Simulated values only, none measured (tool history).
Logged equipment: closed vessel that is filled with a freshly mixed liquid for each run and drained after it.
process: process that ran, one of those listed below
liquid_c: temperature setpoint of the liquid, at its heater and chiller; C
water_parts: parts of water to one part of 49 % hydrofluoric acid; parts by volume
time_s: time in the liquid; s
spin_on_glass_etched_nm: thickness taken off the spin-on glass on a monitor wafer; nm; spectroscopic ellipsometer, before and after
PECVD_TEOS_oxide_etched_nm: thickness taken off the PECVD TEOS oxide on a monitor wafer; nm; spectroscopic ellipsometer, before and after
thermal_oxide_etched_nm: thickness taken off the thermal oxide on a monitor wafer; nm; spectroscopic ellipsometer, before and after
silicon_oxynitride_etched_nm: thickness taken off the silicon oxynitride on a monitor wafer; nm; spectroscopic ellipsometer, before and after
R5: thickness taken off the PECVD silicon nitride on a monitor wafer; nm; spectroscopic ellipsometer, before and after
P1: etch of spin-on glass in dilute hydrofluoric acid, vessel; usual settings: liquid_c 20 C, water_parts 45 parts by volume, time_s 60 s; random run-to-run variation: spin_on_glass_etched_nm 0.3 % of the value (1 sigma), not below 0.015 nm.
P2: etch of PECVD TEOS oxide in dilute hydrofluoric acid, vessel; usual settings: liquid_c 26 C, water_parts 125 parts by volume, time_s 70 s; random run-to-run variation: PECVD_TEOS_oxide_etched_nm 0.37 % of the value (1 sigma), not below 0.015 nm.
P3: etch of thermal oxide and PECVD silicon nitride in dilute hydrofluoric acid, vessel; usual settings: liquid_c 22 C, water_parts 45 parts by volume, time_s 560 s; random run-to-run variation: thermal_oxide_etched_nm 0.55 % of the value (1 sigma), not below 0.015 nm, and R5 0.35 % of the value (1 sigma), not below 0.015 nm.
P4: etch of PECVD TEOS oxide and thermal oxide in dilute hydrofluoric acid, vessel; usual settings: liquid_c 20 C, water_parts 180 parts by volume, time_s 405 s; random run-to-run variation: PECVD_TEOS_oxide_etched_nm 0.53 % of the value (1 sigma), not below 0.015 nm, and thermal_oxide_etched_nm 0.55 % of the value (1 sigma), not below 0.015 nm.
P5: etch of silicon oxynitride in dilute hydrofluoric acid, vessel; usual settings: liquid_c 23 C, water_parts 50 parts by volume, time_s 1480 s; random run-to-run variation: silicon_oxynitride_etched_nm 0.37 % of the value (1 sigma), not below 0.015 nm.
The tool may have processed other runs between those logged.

{"run": 1, "hour": 3.0, "process": "P1", "liquid_c": 20, "water_parts": 45, "time_s": 60, "spin_on_glass_etched_nm": 52.085}
{"run": 2, "hour": 7.0, "process": "P1", "liquid_c": 20, "water_parts": 45, "time_s": 60, "spin_on_glass_etched_nm": 51.866}
{"run": 3, "hour": 11.0, "process": "P4", "liquid_c": 20, "water_parts": 50, "time_s": 405, "PECVD_TEOS_oxide_etched_nm": 140.29, "thermal_oxide_etched_nm": 35.073}
{"run": 4, "hour": 14.1, "process": "P5", "liquid_c": 30.5, "water_parts": 50, "time_s": 1480, "silicon_oxynitride_etched_nm": 75.309}
{"run": 5, "hour": 19.2, "process": "P1", "liquid_c": 20, "water_parts": 45, "time_s": 110, "spin_on_glass_etched_nm": 95.546}
{"run": 6, "hour": 21.9, "process": "P4", "liquid_c": 20, "water_parts": 180, "time_s": 405, "PECVD_TEOS_oxide_etched_nm": 33.243, "thermal_oxide_etched_nm": 8.4394}
{"run": 7, "hour": 25.3, "process": "P2", "liquid_c": 26, "water_parts": 125, "time_s": 70, "PECVD_TEOS_oxide_etched_nm": 8.018}
{"run": 8, "hour": 29.0, "process": "P2", "liquid_c": 26, "water_parts": 125, "time_s": 30, "PECVD_TEOS_oxide_etched_nm": 3.4103}
{"run": 9, "hour": 34.5, "process": "P1", "liquid_c": 20, "water_parts": 45, "time_s": 60, "spin_on_glass_etched_nm": 52.062}
{"hour": 38.8, "done": "hydrofluoric acid flow meter replaced"}
{"run": 10, "hour": 38.8, "process": "P2", "liquid_c": 21.5, "water_parts": 125, "time_s": 70, "PECVD_TEOS_oxide_etched_nm": 6.6862}
{"run": 11, "hour": 43.8, "process": "P3", "liquid_c": 22, "water_parts": 45, "time_s": 560, "thermal_oxide_etched_nm": 53.682, "R5": 38.309}
{"run": 12, "hour": 48.6, "process": "P1", "liquid_c": 20, "water_parts": 45, "time_s": 60, "spin_on_glass_etched_nm": 52.071}
{"run": 13, "hour": 51.4, "process": "P1", "liquid_c": 20, "water_parts": 30, "time_s": 60, "spin_on_glass_etched_nm": 79.415}
{"run": 14, "hour": 56.3, "process": "P1", "liquid_c": 20, "water_parts": 20, "time_s": 95, "spin_on_glass_etched_nm": 191.65}
{"run": 15, "hour": 60.0, "process": "P1", "liquid_c": 17, "water_parts": 45, "time_s": 60, "spin_on_glass_etched_nm": 45.864}
{"run": 16, "hour": 65.0, "process": "P5", "liquid_c": 23, "water_parts": 50, "time_s": 1480, "silicon_oxynitride_etched_nm": 52.84}
{"run": 17, "hour": 68.0, "process": "P5", "liquid_c": 23, "water_parts": 50, "time_s": 2595, "silicon_oxynitride_etched_nm": 92.249}
{"run": 18, "hour": 71.8, "process": "P5", "liquid_c": 23, "water_parts": 50, "time_s": 1480, "silicon_oxynitride_etched_nm": 52.586}
{"run": 19, "hour": 75.7, "process": "P1", "liquid_c": 20, "water_parts": 45, "time_s": 60, "spin_on_glass_etched_nm": 51.918}
{"run": 20, "hour": 79.9, "process": "P1", "liquid_c": 20, "water_parts": 45, "time_s": 60, "spin_on_glass_etched_nm": 52.088}
{"run": 21, "hour": 83.2, "process": "P3", "liquid_c": 22, "water_parts": 25, "time_s": 560, "thermal_oxide_etched_nm": 98.966, "R5": 66.983}
{"run": 22, "hour": 85.9, "process": "P5", "liquid_c": 23, "water_parts": 90, "time_s": 1480, "silicon_oxynitride_etched_nm": 28.275}
{"run": 23, "hour": 89.1, "process": "P4", "liquid_c": 20, "water_parts": 180, "time_s": 800, "PECVD_TEOS_oxide_etched_nm": 66.163, "thermal_oxide_etched_nm": 16.699}
{"run": 24, "hour": 92.4, "process": "P1", "liquid_c": 20, "water_parts": 45, "time_s": 60, "spin_on_glass_etched_nm": 52.272}
{"run": 25, "hour": 96.7, "process": "P3", "liquid_c": 27, "water_parts": 45, "time_s": 560, "thermal_oxide_etched_nm": 66.718, "R5": 53.903}
{"run": 26, "hour": 101.0, "process": "P1", "liquid_c": 20, "water_parts": 45, "time_s": 30, "spin_on_glass_etched_nm": 25.964}
{"run": 27, "hour": 105.6, "process": "P4", "liquid_c": 17, "water_parts": 180, "time_s": 405, "PECVD_TEOS_oxide_etched_nm": 29.743, "thermal_oxide_etched_nm": 7.4781}
{"run": 28, "hour": 108.2, "process": "P1", "liquid_c": 24, "water_parts": 45, "time_s": 60, "spin_on_glass_etched_nm": 61.915}
{"run": 29, "hour": 112.8, "process": "P3", "liquid_c": 22, "water_parts": 45, "time_s": 1030, "thermal_oxide_etched_nm": 98.377, "R5": 70.264}
{"run": 30, "hour": 118.6, "process": "P1", "liquid_c": 20, "water_parts": 60, "time_s": 60, "spin_on_glass_etched_nm": 38.235}
{"run": 31, "hour": 123.3, "process": "P2", "liquid_c": 26, "water_parts": 30, "time_s": 70, "PECVD_TEOS_oxide_etched_nm": 37.815}
{"run": 32, "hour": 128.2, "process": "P1", "liquid_c": 20, "water_parts": 45, "time_s": 60, "spin_on_glass_etched_nm": 52.234}
{"run": 33, "hour": 130.8, "process": "P1", "liquid_c": 20, "water_parts": 45, "time_s": 60, "spin_on_glass_etched_nm": 53.501}
{"run": 34, "hour": 133.4, "process": "P1", "liquid_c": 20, "water_parts": 45, "time_s": 60, "spin_on_glass_etched_nm": 54.33}
{"run": 35, "hour": 139.0, "process": "P1", "liquid_c": 20, "water_parts": 45, "time_s": 60, "spin_on_glass_etched_nm": 55.423}
{"run": 36, "hour": 143.0, "process": "P1", "liquid_c": 20, "water_parts": 45, "time_s": 60, "spin_on_glass_etched_nm": 55.944}
{"run": 37, "hour": 146.5, "process": "P1", "liquid_c": 20, "water_parts": 45, "time_s": 60, "spin_on_glass_etched_nm": 56.171}
{"run": 38, "hour": 150.2, "process": "P1", "liquid_c": 20, "water_parts": 45, "time_s": 60, "spin_on_glass_etched_nm": 56.273}
{"run": 39, "hour": 153.5, "process": "P1", "liquid_c": 20, "water_parts": 45, "time_s": 60, "spin_on_glass_etched_nm": 56.489}
{"run": 40, "hour": 157.2, "process": "P1", "liquid_c": 20, "water_parts": 45, "time_s": 60, "spin_on_glass_etched_nm": 56.742}

P1 no longer gives what it gave before; its output has crept away from where it was. The following 2 causes, each at its listed size, fit the log equally well:
A: hydrofluoric acid flow above the setpoint (%) = 7.98
B: liquid hotter than its thermometer reads (K) = 1.91
The creep began at about hour 128.2.

Below are 4 check runs, each on a single wafer, with their results shown as question marks. Which of them would tell the listed causes apart, meaning the causes would give clearly different results under it?
{"run": "check 1", "hour": 160.9, "process": "P4", "liquid_c": 20, "water_parts": 80, "time_s": 790, "PECVD_TEOS_oxide_etched_nm": "?", "thermal_oxide_etched_nm": "?"}
{"run": "check 2", "hour": 160.9, "process": "P3", "liquid_c": 22, "water_parts": 25, "time_s": 1030, "thermal_oxide_etched_nm": "?", "R5": "?"}
{"run": "check 3", "hour": 160.9, "process": "P2", "liquid_c": 26, "water_parts": 75, "time_s": 70, "PECVD_TEOS_oxide_etched_nm": "?"}
{"run": "check 4", "hour": 160.9, "process": "P5", "liquid_c": 27, "water_parts": 90, "time_s": 1480, "silicon_oxynitride_etched_nm": "?"}

What each check would give under each cause:
check=check_1 result=PECVD_TEOS_oxide_etched_nm if_A=177.67 if_B=176.83
check=check_1 result=thermal_oxide_etched_nm if_A=44.701 if_B=44.489
check=check_2 result=thermal_oxide_etched_nm if_A=196.91 if_B=197.24
check=check_2 result=R5 if_A=133.49 if_B=141.44
check=check_3 result=PECVD_TEOS_oxide_etched_nm if_A=15.432 if_B=15.293
check=check_4 result=silicon_oxynitride_etched_nm if_A=37.099 if_B=37.277
Separation of the two closest causes in each check, using whichever result separates them best: check 1 0.47 %; check 2 5.79 %; check 3 0.9 %; check 4 0.48 %
Only in check 2 would the causes give clearly different results; in the remaining checks their results would be nearly the same.

With check 2 done, the readings were: thermal_oxide_etched_nm 197.43 nm; R5 133.48 nm. Identify which of the listed causes applies.

It is A: hydrofluoric acid flow above the setpoint (%).
